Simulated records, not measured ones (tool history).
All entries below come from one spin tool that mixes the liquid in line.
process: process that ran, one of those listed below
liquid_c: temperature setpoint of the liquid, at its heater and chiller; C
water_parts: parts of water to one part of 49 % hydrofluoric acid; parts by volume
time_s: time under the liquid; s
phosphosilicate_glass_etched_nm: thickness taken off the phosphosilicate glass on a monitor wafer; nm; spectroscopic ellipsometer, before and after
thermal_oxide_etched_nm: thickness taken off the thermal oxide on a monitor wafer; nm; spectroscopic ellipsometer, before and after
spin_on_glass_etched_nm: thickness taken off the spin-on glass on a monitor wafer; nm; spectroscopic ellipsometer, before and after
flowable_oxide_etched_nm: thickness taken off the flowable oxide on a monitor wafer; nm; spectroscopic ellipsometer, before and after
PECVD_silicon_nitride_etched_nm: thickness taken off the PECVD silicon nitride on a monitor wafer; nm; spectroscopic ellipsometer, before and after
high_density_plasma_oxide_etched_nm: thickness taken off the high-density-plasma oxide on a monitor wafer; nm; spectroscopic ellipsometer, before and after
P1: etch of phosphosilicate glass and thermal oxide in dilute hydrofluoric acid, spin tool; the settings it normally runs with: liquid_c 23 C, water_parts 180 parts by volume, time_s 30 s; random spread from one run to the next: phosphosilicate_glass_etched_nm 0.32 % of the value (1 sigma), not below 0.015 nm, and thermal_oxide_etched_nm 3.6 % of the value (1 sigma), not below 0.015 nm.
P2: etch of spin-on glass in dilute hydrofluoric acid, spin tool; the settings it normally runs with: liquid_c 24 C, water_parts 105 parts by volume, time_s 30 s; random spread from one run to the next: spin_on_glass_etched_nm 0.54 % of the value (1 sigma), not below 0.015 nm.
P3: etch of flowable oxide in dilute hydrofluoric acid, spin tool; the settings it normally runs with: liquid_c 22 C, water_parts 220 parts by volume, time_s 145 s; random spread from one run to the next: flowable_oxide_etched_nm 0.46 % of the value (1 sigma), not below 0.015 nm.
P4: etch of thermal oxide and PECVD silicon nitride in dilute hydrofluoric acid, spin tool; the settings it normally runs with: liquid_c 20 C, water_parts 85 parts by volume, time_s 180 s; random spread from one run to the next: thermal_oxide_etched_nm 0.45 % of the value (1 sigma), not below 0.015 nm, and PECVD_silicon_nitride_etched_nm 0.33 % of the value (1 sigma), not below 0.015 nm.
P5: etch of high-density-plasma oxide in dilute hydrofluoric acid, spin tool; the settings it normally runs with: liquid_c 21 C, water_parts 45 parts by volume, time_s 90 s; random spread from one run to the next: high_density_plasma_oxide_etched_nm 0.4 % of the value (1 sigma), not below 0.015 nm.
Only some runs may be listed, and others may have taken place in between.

| run | hour | process | liquid_c | water_parts | time_s | hours since the thermometer was replaced | hours since the hydrofluoric acid flow meter was replaced | phosphosilicate_glass_etched_nm | thermal_oxide_etched_nm | spin_on_glass_etched_nm | flowable_oxide_etched_nm | PECVD_silicon_nitride_etched_nm | high_density_plasma_oxide_etched_nm |
|---|---|---|---|---|---|---|---|---|---|---|---|---|---|
| 1 | 4.2 | P1 | 23 | 180 | 30 | 831.8 | 437.4 | 18.295 | 0.72514 |  |  |  |  |
| 2 | 6.7 | P1 | 23 | 180 | 55 | 834.3 | 439.9 | 33.499 | 1.2262 |  |  |  |  |
| 3 | 12.4 | P2 | 24 | 105 | 55 | 840 | 445.6 |  |  | 19.252 |  |  |  |
| 4 | 15.7 | P3 | 22 | 220 | 145 | 843.3 | 448.9 |  |  |  | 21.078 |  |  |
| 5 | 20.6 | P1 | 17 | 180 | 30 | 848.2 | 453.8 | 14.424 | 0.56528 |  |  |  |  |
| 6 | 24.8 | P3 | 22 | 220 | 145 | 852.4 | 458 |  |  |  | 21.017 |  |  |
| 7 | 30.1 | P1 | 23 | 180 | 30 | 857.7 | 463.3 | 18.217 | 0.66993 |  |  |  |  |
| 8 | 33 | P4 | 20 | 85 | 275 | 860.6 | 466.2 |  | 13.685 |  |  | 10.12 |  |
| 9 | 37.6 | P1 | 23 | 180 | 30 | 865.2 | 470.8 | 18.233 | 0.71988 |  |  |  |  |
| 10 | 40.7 | P2 | 17 | 105 | 30 | 868.3 | 473.9 |  |  | 7.9228 |  |  |  |
| 11 | 45.6 | P2 | 24 | 105 | 30 | 873.2 | 478.8 |  |  | 10.586 |  |  |  |
| 12 | 51 | P1 | 23 | 180 | 30 | 878.6 | 484.2 | 18.251 | 0.63417 |  |  |  |  |
| 13 | 56.5 | P2 | 24 | 165 | 30 | 884.1 | 489.7 |  |  | 6.2436 |  |  |  |
|  | 57.2 | hydrofluoric acid flow meter replaced |
| 14 | 61 | P1 | 23 | 180 | 30 | 888.6 | 3.9 | 18.167 | 0.77081 |  |  |  |  |
| 15 | 66.2 | P1 | 26.5 | 180 | 30 | 893.8 | 9.1 | 20.736 | 0.78709 |  |  |  |  |
| 16 | 69.7 | P5 | 21 | 45 | 90 | 897.3 | 12.6 |  |  |  |  |  | 15.547 |
| 17 | 73.3 | P1 | 27 | 80 | 30 | 900.9 | 16.2 | 53.967 | 2.1638 |  |  |  |  |
| 18 | 78.6 | P1 | 23 | 295 | 30 | 906.2 | 21.5 | 9.9118 | 0.37632 |  |  |  |  |
| 19 | 83.3 | P5 | 21 | 45 | 15 | 910.9 | 26.2 |  |  |  |  |  | 2.5805 |
| 20 | 87.6 | P3 | 17 | 220 | 145 | 915.2 | 30.5 |  |  |  | 17.102 |  |  |
| 21 | 90.3 | P1 | 23 | 100 | 30 | 917.9 | 33.2 | 35.919 | 1.3828 |  |  |  |  |
| 22 | 95.1 | P5 | 21 | 70 | 90 | 922.7 | 38 |  |  |  |  |  | 9.7003 |
|  | 98.2 | thermometer replaced |
| 23 | 99.4 | P5 | 26 | 45 | 90 | 1.2 | 42.3 |  |  |  |  |  | 19.19 |
| 24 | 103.5 | P1 | 23 | 180 | 30 | 5.3 | 46.4 | 18.214 | 0.67315 |  |  |  |  |
| 25 | 108.7 | P4 | 23.5 | 85 | 180 | 10.5 | 51.6 |  | 10.403 |  |  | 8.4095 |  |
| 26 | 114.1 | P3 | 22 | 220 | 265 | 15.9 | 57 |  |  |  | 38.386 |  |  |

Run 27, settings as shown, results not yet in. Your forecast:
| 27 | 119.2 | P1 | 23 | 180 | 15 | 21 | 62.1 | ? | ? |  |  |  |  |

phosphosilicate_glass_etched_nm: 9.0868 nm
thermal_oxide_etched_nm: 0.39145 nm
